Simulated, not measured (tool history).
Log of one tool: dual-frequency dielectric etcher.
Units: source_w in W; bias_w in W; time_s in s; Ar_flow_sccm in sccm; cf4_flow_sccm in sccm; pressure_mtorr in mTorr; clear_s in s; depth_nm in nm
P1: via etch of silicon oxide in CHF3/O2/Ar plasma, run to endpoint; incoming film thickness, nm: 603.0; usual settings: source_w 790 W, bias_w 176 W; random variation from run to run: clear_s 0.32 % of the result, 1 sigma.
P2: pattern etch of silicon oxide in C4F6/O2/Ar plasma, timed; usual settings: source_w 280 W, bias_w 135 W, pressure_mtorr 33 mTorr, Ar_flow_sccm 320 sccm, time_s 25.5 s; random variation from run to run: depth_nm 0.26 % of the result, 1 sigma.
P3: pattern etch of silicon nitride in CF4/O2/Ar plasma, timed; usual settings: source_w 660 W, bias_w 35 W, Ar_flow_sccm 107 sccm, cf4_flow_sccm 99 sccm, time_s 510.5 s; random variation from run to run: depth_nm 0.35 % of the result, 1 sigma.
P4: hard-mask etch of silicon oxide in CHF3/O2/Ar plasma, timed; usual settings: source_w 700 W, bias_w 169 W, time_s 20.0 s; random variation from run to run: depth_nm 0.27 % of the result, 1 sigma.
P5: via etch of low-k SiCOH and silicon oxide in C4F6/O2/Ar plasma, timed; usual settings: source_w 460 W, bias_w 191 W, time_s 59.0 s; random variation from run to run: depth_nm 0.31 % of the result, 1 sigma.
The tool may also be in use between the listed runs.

| run | hour | process | source_w | bias_w | time_s | Ar_flow_sccm | cf4_flow_sccm | pressure_mtorr | hours since the last wet clean | hours since the last source power generator calibration | hours since the last bias power generator calibration | clear_s | depth_nm |
|---|---|---|---|---|---|---|---|---|---|---|---|---|---|
| 1 | 6.6 | P1 | 790 | 176 |  |  |  |  | 338.5 | 1131.4 | 821.5 | 268.78 |  |
| 2 | 10.8 | P1 | 790 | 176 |  |  |  |  | 342.7 | 1135.6 | 825.7 | 267.75 |  |
| 3 | 17.4 | P5 | 460 | 191 | 59.0 |  |  |  | 349.3 | 1142.2 | 832.3 |  | 170.710 |
| 4 | 22.9 | P1 | 1120 | 176 |  |  |  |  | 354.8 | 1147.7 | 837.8 | 232.67 |  |
| 5 | 29.1 | P4 | 980 | 169 | 20.0 |  |  |  | 361.0 | 1153.9 | 844.0 |  | 47.233 |
| 6 | 35.5 | P1 | 790 | 176 |  |  |  |  | 367.4 | 1160.3 | 850.4 | 267.41 |  |
| 7 | 42.1 | P3 | 660 | 35 | 510.5 | 107 | 99 |  | 374.0 | 1166.9 | 857.0 |  | 1086.600 |
| 8 | 48.1 | P2 | 280 | 135 | 38.0 | 320 |  | 33 | 380.0 | 1172.9 | 863.0 |  | 91.622 |
| 9 | 52.5 | P2 | 280 | 96 | 25.5 | 320 |  | 33 | 384.4 | 1177.3 | 867.4 |  | 55.359 |
| 10 | 55.7 | P5 | 460 | 264 | 59.0 |  |  |  | 387.6 | 1180.5 | 870.6 |  | 188.560 |
| 11 | 59.4 | P2 | 280 | 135 | 25.5 | 207 |  | 33 | 391.3 | 1184.2 | 874.3 |  | 64.541 |
| 12 | 65.2 | P4 | 700 | 169 | 26.5 |  |  |  | 397.1 | 1190.0 | 880.1 |  | 55.242 |
| 13 | 72.5 | P2 | 280 | 135 | 25.5 | 320 |  | 41 | 404.4 | 1197.3 | 887.4 |  | 60.288 |
| 14 | 77.7 | P1 | 650 | 114 |  |  |  |  | 409.6 | 1202.5 | 892.6 | 330.47 |  |
| 15 | 85.1 | P1 | 790 | 176 |  |  |  |  | 417.0 | 1209.9 | 900.0 | 268.87 |  |
| 16 | 89.6 | P3 | 660 | 35 | 510.5 | 107 | 99 |  | 421.5 | 1214.4 | 904.5 |  | 1092.900 |
| 17 | 94.5 | P2 | 160 | 135 | 25.5 | 320 |  | 33 | 426.4 | 1219.3 | 909.4 |  | 49.374 |
| 18 | 101.0 | P4 | 700 | 169 | 20.0 |  |  |  | 432.9 | 1225.8 | 915.9 |  | 41.559 |
| 19 | 106.9 | P3 | 660 | 35 | 510.5 | 107 | 128 |  | 438.8 | 1231.7 | 921.8 |  | 1128.500 |
| 20 | 114.0 | P1 | 550 | 176 |  |  |  |  | 445.9 | 1238.8 | 928.9 | 307.40 |  |
| 21 | 120.5 | P3 | 660 | 44 | 510.5 | 107 | 99 |  | 452.4 | 1245.3 | 935.4 |  | 1179.500 |
| 22 | 127.6 | P5 | 650 | 191 | 59.0 |  |  |  | 459.5 | 1252.4 | 942.5 |  | 194.350 |
| 23 | 132.8 | P3 | 660 | 35 | 510.5 | 135 | 99 |  | 464.7 | 1257.6 | 947.7 |  | 1052.900 |
| 24 | 137.8 | P4 | 700 | 228 | 20.0 |  |  |  | 469.7 | 1262.6 | 952.7 |  | 46.204 |
| 25 | 141.4 | P2 | 280 | 135 | 25.5 | 320 |  | 33 | 473.3 | 1266.2 | 956.3 |  | 61.319 |
| 26 | 147.4 | P1 | 790 | 244 |  |  |  |  | 479.3 | 1272.2 | 962.3 | 239.61 |  |
| 27 | 153.2 | P1 | 790 | 176 |  |  |  |  | 485.1 | 1278.0 | 968.1 | 269.30 |  |
| 28 | 160.0 | P5 | 460 | 191 | 83.5 |  |  |  | 491.9 | 1284.8 | 974.9 |  | 241.520 |
| 29 | 165.5 | P1 | 790 | 176 |  |  |  |  | 497.4 | 1290.3 | 980.4 | 268.01 |  |
| 30 | 170.7 | P2 | 280 | 135 | 25.5 | 320 |  | 33 | 502.6 | 1295.5 | 985.6 |  | 61.518 |
| 31 | 175.8 | P3 | 660 | 35 | 304.5 | 107 | 99 |  | 507.7 | 1300.6 | 990.7 |  | 651.800 |
| 32 | 180.3 | P1 | 790 | 112 |  |  |  |  | 512.2 | 1305.1 | 995.2 | 309.85 |  |
| 33 | 186.7 | P3 | 530 | 35 | 510.5 | 107 | 99 |  | 518.6 | 1311.5 | 1001.6 |  | 899.130 |
| 34 | 192.5 | P1 | 790 | 176 |  |  |  |  | 524.4 | 1317.3 | 1007.4 | 267.41 |  |
| 35 | 199.7 | P1 | 790 | 176 |  |  |  |  | 531.6 | 1324.5 | 1014.6 | 270.85 |  |
| 36 | 206.9 | P1 | 790 | 176 |  |  |  |  | 538.8 | 1331.7 | 1021.8 | 270.24 |  |
| 37 | 213.0 | P1 | 790 | 176 |  |  |  |  | 544.9 | 1337.8 | 1027.9 | 272.11 |  |
| 38 | 218.2 | P1 | 790 | 176 |  |  |  |  | 550.1 | 1343.0 | 1033.1 | 272.31 |  |
| 39 | 224.5 | P1 | 790 | 176 |  |  |  |  | 556.4 | 1349.3 | 1039.4 | 271.88 |  |
|  | 224.8 | wet clean of the chamber |
| 40 | 230.8 | P1 | 790 | 176 |  |  |  |  | 6.1 | 1355.6 | 1045.7 | 271.54 |  |
| 41 | 234.2 | P1 | 790 | 176 |  |  |  |  | 9.5 | 1359.0 | 1049.1 | 272.54 |  |
| 42 | 239.9 | P1 | 790 | 176 |  |  |  |  | 15.2 | 1364.7 | 1054.8 | 272.02 |  |

What P1 gives has crept away from where it was. These 2 causes fit the log equally well, each at the size given:
A: bias power that arrives under what is set, % = 4.81
B: source power that arrives under what is set, % = 4.1
The creep began at about hour 192.5.
Why every other cause is out:
chamber walls in a state that lowers the etch rate, %: serviced at hour 224.8, which brought nothing back

4 check runs are offered, each on 2 wafers whose results are averaged, their results left as question marks. Which one tells the causes apart?
| check 1 | 245.6 | P4 | 700 | 169 | 20.0 |  |  |  |  |  |  |  | ? |
| check 2 | 245.6 | P5 | 460 | 191 | 59.0 |  |  |  |  |  |  |  | ? |
| check 3 | 245.6 | P2 | 280 | 135 | 25.5 | 320 |  | 33 |  |  |  |  | ? |
| check 4 | 245.6 | P3 | 660 | 35 | 510.5 | 107 | 99 |  |  |  |  |  | ? |

What each check would give under each cause:
| check | result | if A | if B |
|---|---|---|---|
| check 1 | depth_nm | 40.968 | 40.967 |
| check 2 | depth_nm | 167.990 | 167.860 |
| check 3 | depth_nm | 60.618 | 60.525 |
| check 4 | depth_nm | 1071.800 | 1050.200 |
How far apart the two closest causes lie, in the result that separates them most: check 1 0 %; check 2 0.08 %; check 3 0.15 %; check 4 2.03 %
Only check 4 tells the causes apart: in the others they would give nearly the same result.

Check 4 was then run and gave: depth_nm 1050.200 nm. Which cause is it?

It is B: source power that arrives under what is set, %.
